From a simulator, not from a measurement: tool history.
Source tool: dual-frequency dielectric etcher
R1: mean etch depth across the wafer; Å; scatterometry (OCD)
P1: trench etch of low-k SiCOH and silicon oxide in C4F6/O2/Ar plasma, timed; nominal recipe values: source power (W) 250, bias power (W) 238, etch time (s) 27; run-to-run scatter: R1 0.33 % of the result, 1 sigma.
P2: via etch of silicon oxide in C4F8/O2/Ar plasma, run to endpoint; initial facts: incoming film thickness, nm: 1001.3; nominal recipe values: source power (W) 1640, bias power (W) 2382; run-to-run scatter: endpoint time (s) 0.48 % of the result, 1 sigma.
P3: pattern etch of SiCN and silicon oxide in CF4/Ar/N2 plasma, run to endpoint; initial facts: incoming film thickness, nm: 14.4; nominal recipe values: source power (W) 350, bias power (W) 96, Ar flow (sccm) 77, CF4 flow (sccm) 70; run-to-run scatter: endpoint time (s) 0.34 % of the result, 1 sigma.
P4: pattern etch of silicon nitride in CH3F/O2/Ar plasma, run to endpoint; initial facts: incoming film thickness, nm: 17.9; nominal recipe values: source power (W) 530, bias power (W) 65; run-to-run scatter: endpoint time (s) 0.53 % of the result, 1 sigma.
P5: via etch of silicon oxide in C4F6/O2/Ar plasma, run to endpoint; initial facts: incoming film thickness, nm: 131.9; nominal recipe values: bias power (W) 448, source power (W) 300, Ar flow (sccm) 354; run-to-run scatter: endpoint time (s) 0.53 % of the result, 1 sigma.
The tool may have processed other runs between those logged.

Run 1, hour 7.8: process that ran P1, source power (W) 250, bias power (W) 238, etch time (s) 27. Result: R1 772.86 Å.
Run 2, hour 14.4: process that ran P3, source power (W) 350, bias power (W) 69, Ar flow (sccm) 77, CF4 flow (sccm) 70. Result: endpoint time (s) 20.219.
Run 3, hour 18.4: process that ran P1, source power (W) 250, bias power (W) 238, etch time (s) 27. Result: R1 772.05 Å.
Run 4, hour 24.1: process that ran P1, source power (W) 250, bias power (W) 153, etch time (s) 27. Result: R1 665.8 Å.
Run 5, hour 28.5: process that ran P2, source power (W) 1640, bias power (W) 2382. Result: endpoint time (s) 208.41.
Run 6, hour 34.3: process that ran P5, source power (W) 300, bias power (W) 272, Ar flow (sccm) 354. Result: endpoint time (s) 40.742.
Run 7, hour 40.2: process that ran P1, source power (W) 250, bias power (W) 238, etch time (s) 15. Result: R1 428.39 Å.
Run 8, hour 45.8: process that ran P3, source power (W) 350, bias power (W) 96, Ar flow (sccm) 59, CF4 flow (sccm) 70. Result: endpoint time (s) 17.453.
Run 9, hour 52: process that ran P1, source power (W) 250, bias power (W) 170, etch time (s) 17. Result: R1 438.17 Å.
Run 10, hour 57.5: process that ran P3, source power (W) 350, bias power (W) 96, Ar flow (sccm) 77, CF4 flow (sccm) 70. Result: endpoint time (s) 18.131.
Run 11, hour 62.5: process that ran P3, source power (W) 430, bias power (W) 96, Ar flow (sccm) 77, CF4 flow (sccm) 70. Result: endpoint time (s) 15.14.
Run 12, hour 68: process that ran P5, source power (W) 300, bias power (W) 448, Ar flow (sccm) 282. Result: endpoint time (s) 33.047.
Run 13, hour 75.5: process that ran P1, source power (W) 330, bias power (W) 238, etch time (s) 27. Result: R1 859.9 Å.
Run 14, hour 82.1: process that ran P2, source power (W) 1640, bias power (W) 2382. Result: endpoint time (s) 209.48.
Run 15, hour 85.8: process that ran P1, source power (W) 250, bias power (W) 238, etch time (s) 27. Result: R1 770.08 Å.
Run 16, hour 89.7: process that ran P2, source power (W) 1640, bias power (W) 1558. Result: endpoint time (s) 235.85.
Run 17, hour 96.8: process that ran P4, source power (W) 530, bias power (W) 65. Result: endpoint time (s) 23.464.
Run 18, hour 102.7: process that ran P4, source power (W) 530, bias power (W) 65. Result: endpoint time (s) 23.548.
Run 19, hour 108.5: process that ran P1, source power (W) 250, bias power (W) 238, etch time (s) 27. Result: R1 773.86 Å.
Run 20, hour 115.3: process that ran P1, source power (W) 190, bias power (W) 166, etch time (s) 27. Result: R1 615.45 Å.
Run 21, hour 118.9: process that ran P1, source power (W) 250, bias power (W) 238, etch time (s) 27. Result: R1 777.17 Å.
Run 22, hour 126.8: process that ran P1, source power (W) 250, bias power (W) 238, etch time (s) 27. Result: R1 770.81 Å.
Run 23, hour 132: process that ran P1, source power (W) 250, bias power (W) 292, etch time (s) 27. Result: R1 825.04 Å.
Run 24, hour 135.9: process that ran P1, source power (W) 190, bias power (W) 238, etch time (s) 27. Result: R1 695.14 Å.
Run 25, hour 142.4: process that ran P3, source power (W) 350, bias power (W) 96, Ar flow (sccm) 77, CF4 flow (sccm) 70. Result: endpoint time (s) 18.122.
Run 26, hour 147.9: process that ran P4, source power (W) 720, bias power (W) 65. Result: endpoint time (s) 20.989.
Run 27, hour 152.4: process that ran P2, source power (W) 1320, bias power (W) 2382. Result: endpoint time (s) 227.81.
Run 28, hour 159.3: process that ran P5, source power (W) 200, bias power (W) 448, Ar flow (sccm) 354. Result: endpoint time (s) 39.487.
Run 29, hour 164.8: process that ran P4, source power (W) 530, bias power (W) 41. Result: endpoint time (s) 27.324.
Run 30, hour 172.4: process that ran P1, source power (W) 250, bias power (W) 238, etch time (s) 34. Result: R1 974.07 Å.
Run 31, hour 177.6: process that ran P5, source power (W) 300, bias power (W) 448, Ar flow (sccm) 354. Result: endpoint time (s) 33.844.
Run 32, hour 182.3: process that ran P3, source power (W) 350, bias power (W) 96, Ar flow (sccm) 77, CF4 flow (sccm) 84. Result: endpoint time (s) 17.708.
Run 33, hour 189.4: process that ran P1, source power (W) 250, bias power (W) 238, etch time (s) 27. Result: R1 773.16 Å.
Run 34, hour 195.3: process that ran P1, source power (W) 250, bias power (W) 238, etch time (s) 27. Result: R1 780.24 Å.
Run 35, hour 201.9: process that ran P1, source power (W) 250, bias power (W) 238, etch time (s) 27. Result: R1 777.43 Å.
Run 36, hour 206.9: process that ran P1, source power (W) 250, bias power (W) 238, etch time (s) 27. Result: R1 784.06 Å.
At hour 209.6: wet clean of the chamber.
Run 37, hour 213: process that ran P1, source power (W) 250, bias power (W) 238, etch time (s) 27. Result: R1 782.3 Å.
Run 38, hour 218.9: process that ran P1, source power (W) 250, bias power (W) 238, etch time (s) 27. Result: R1 784.97 Å.
Run 39, hour 226: process that ran P1, source power (W) 250, bias power (W) 238, etch time (s) 27. Result: R1 786.74 Å.
Run 40, hour 230.7: process that ran P1, source power (W) 250, bias power (W) 238, etch time (s) 27. Result: R1 787.37 Å.
Run 41, hour 235.7: process that ran P1, source power (W) 250, bias power (W) 238, etch time (s) 27. Result: R1 784.96 Å.

P1 no longer gives what it gave before; its output has crept away from where it was. The following 2 causes, each at its listed size, fit the log equally well:
A: bias power that arrives over what is set, % = 4.82
B: source power that arrives over what is set, % = 4.38
The onset of the drift is placed at about hour 189.4.
Each remaining cause and why it is not a fit:
chamber walls in a state that raises the etch rate, %: work on it at hour 209.6, done after the drift set in, did not restore what the process gave before

Which of the check runs below tells the causes apart, meaning the causes would give it clearly different results? Each run uses 2 wafers whose results are averaged, and each result is shown as a question mark.
Run check 1, hour 240.7: process that ran P4, source power (W) 530, bias power (W) 65. Result: endpoint time (s) ?.
Run check 2, hour 240.7: process that ran P3, source power (W) 350, bias power (W) 96, Ar flow (sccm) 77, CF4 flow (sccm) 70. Result: endpoint time (s) ?.
Run check 3, hour 240.7: process that ran P2, source power (W) 1640, bias power (W) 2382. Result: endpoint time (s) ?.
Run check 4, hour 240.7: process that ran P5, source power (W) 300, bias power (W) 448, Ar flow (sccm) 354. Result: endpoint time (s) ?.

What each check would give under each cause:
  check             result    if A    if B
check 1  endpoint time (s)  23.158  23.135
check 2  endpoint time (s)  17.826  17.455
check 3  endpoint time (s)  206.48  205.93
check 4  endpoint time (s)  33.358  33.419
Separation of the two closest causes in each check, using whichever result separates them best: check 1 0.1 %; check 2 2.1 %; check 3 0.26 %; check 4 0.18 %
The other checks would show nearly matching results whichever cause is true, so check 2 is the only one that separates the causes.

Running check 2 produced the following: endpoint time (s) 17.804. Which one of the listed causes fits?

Of the candidate causes, it is A: bias power that arrives over what is set, %.
